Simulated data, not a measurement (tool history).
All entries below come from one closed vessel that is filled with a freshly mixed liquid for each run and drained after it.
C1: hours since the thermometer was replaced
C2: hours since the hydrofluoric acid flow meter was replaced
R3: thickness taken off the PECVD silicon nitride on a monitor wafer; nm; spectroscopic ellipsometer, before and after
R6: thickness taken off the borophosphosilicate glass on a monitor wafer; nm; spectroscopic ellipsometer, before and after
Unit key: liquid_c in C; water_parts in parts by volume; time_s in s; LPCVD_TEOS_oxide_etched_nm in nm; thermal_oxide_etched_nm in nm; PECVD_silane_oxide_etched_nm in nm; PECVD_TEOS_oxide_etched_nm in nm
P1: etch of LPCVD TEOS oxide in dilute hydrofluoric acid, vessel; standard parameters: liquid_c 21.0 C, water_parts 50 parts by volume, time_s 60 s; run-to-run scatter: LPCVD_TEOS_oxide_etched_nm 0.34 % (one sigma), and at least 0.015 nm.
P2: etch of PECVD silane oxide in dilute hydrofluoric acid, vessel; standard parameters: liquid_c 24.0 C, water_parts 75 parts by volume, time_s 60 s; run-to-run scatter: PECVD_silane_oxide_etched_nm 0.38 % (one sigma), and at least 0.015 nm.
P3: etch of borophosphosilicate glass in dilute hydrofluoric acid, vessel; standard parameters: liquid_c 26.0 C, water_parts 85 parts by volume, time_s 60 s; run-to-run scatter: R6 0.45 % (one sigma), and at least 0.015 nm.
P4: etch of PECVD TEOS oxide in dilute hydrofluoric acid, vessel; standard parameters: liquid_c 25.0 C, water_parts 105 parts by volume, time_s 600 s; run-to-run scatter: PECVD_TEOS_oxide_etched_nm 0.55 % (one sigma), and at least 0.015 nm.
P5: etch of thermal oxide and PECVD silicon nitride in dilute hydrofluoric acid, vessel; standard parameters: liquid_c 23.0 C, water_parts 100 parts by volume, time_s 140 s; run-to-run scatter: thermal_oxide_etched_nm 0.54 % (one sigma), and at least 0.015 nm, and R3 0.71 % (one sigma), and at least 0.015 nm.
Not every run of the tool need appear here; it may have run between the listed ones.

Run 1, day 0.575: process P1, liquid_c 21.0 C, water_parts 50 parts by volume, time_s 60 s; C1 800.7; C2 991.6. Result: LPCVD_TEOS_oxide_etched_nm 37.879 nm.
Run 2, day 1.196: process P5, liquid_c 31.0 C, water_parts 100 parts by volume, time_s 140 s; C1 815.6; C2 1006.5. Result: thermal_oxide_etched_nm 9.428 nm, R3 4.8236 nm.
Run 3, day 1.783: process P1, liquid_c 21.0 C, water_parts 50 parts by volume, time_s 60 s; C1 829.7; C2 1020.6. Result: LPCVD_TEOS_oxide_etched_nm 38.100 nm.
Run 4, day 2.121: process P2, liquid_c 24.0 C, water_parts 75 parts by volume, time_s 30 s; C1 837.8; C2 1028.7. Result: PECVD_silane_oxide_etched_nm 15.064 nm.
Run 5, day 2.533: process P4, liquid_c 18.5 C, water_parts 105 parts by volume, time_s 600 s; C1 847.7; C2 1038.6. Result: PECVD_TEOS_oxide_etched_nm 37.360 nm.
Run 6, day 2.996: process P3, liquid_c 26.0 C, water_parts 85 parts by volume, time_s 30 s; C1 858.8; C2 1049.7. Result: R6 11.794 nm.
Run 7, day 3.471: process P1, liquid_c 21.0 C, water_parts 50 parts by volume, time_s 30 s; C1 870.2; C2 1061.1. Result: LPCVD_TEOS_oxide_etched_nm 19.094 nm.
Run 8, day 4.133: process P1, liquid_c 21.0 C, water_parts 50 parts by volume, time_s 60 s; C1 886.1; C2 1077.0. Result: LPCVD_TEOS_oxide_etched_nm 37.913 nm.
Run 9, day 4.475: process P3, liquid_c 26.0 C, water_parts 25 parts by volume, time_s 60 s; C1 894.3; C2 1085.2. Result: R6 86.646 nm.
Run 10, day 4.883: process P1, liquid_c 21.0 C, water_parts 50 parts by volume, time_s 60 s; C1 904.1; C2 1095.0. Result: LPCVD_TEOS_oxide_etched_nm 38.124 nm.
Run 11, day 5.192: process P1, liquid_c 21.0 C, water_parts 20 parts by volume, time_s 60 s; C1 911.5; C2 1102.4. Result: LPCVD_TEOS_oxide_etched_nm 98.158 nm.
Run 12, day 5.679: process P4, liquid_c 25.0 C, water_parts 105 parts by volume, time_s 600 s; C1 923.2; C2 1114.1. Result: PECVD_TEOS_oxide_etched_nm 48.613 nm.
Run 13, day 5.992: process P2, liquid_c 24.0 C, water_parts 75 parts by volume, time_s 60 s; C1 930.7; C2 1121.6. Result: PECVD_silane_oxide_etched_nm 30.126 nm.
At day 6.217: thermometer replaced.
Run 14, day 6.396: process P5, liquid_c 23.0 C, water_parts 100 parts by volume, time_s 140 s; C1 4.4; C2 1131.3. Result: thermal_oxide_etched_nm 6.966 nm, R3 2.8746 nm.
Run 15, day 6.946: process P3, liquid_c 22.0 C, water_parts 85 parts by volume, time_s 60 s; C1 17.6; C2 1144.5. Result: R6 20.180 nm.
Run 16, day 7.533: process P1, liquid_c 21.0 C, water_parts 20 parts by volume, time_s 100 s; C1 31.7; C2 1158.6. Result: LPCVD_TEOS_oxide_etched_nm 164.560 nm.
Run 17, day 8.083: process P5, liquid_c 23.0 C, water_parts 25 parts by volume, time_s 140 s; C1 44.9; C2 1171.8. Result: thermal_oxide_etched_nm 30.301 nm, R3 10.9860 nm.
Run 18, day 8.658: process P1, liquid_c 21.0 C, water_parts 50 parts by volume, time_s 60 s; C1 58.7; C2 1185.6. Result: LPCVD_TEOS_oxide_etched_nm 38.077 nm.
Run 19, day 9.238: process P1, liquid_c 21.0 C, water_parts 50 parts by volume, time_s 60 s; C1 72.6; C2 1199.5. Result: LPCVD_TEOS_oxide_etched_nm 37.786 nm.
Run 20, day 9.921: process P1, liquid_c 21.0 C, water_parts 50 parts by volume, time_s 110 s; C1 89.0; C2 1215.9. Result: LPCVD_TEOS_oxide_etched_nm 70.087 nm.
Run 21, day 10.625: process P1, liquid_c 17.0 C, water_parts 50 parts by volume, time_s 60 s; C1 105.9; C2 1232.8. Result: LPCVD_TEOS_oxide_etched_nm 31.889 nm.
Run 22, day 11.008: process P2, liquid_c 24.0 C, water_parts 45 parts by volume, time_s 60 s; C1 115.1; C2 1242.0. Result: PECVD_silane_oxide_etched_nm 52.355 nm.
Run 23, day 11.333: process P4, liquid_c 25.0 C, water_parts 185 parts by volume, time_s 600 s; C1 122.9; C2 1249.8. Result: PECVD_TEOS_oxide_etched_nm 24.991 nm.

What will run 24 give?
Run 24, day 12.004: process P1, liquid_c 17.0 C, water_parts 30 parts by volume, time_s 60 s; C1 139.0; C2 1265.9. Result: LPCVD_TEOS_oxide_etched_nm ?.

Logged for run 24: LPCVD_TEOS_oxide_etched_nm 54.439 nm.
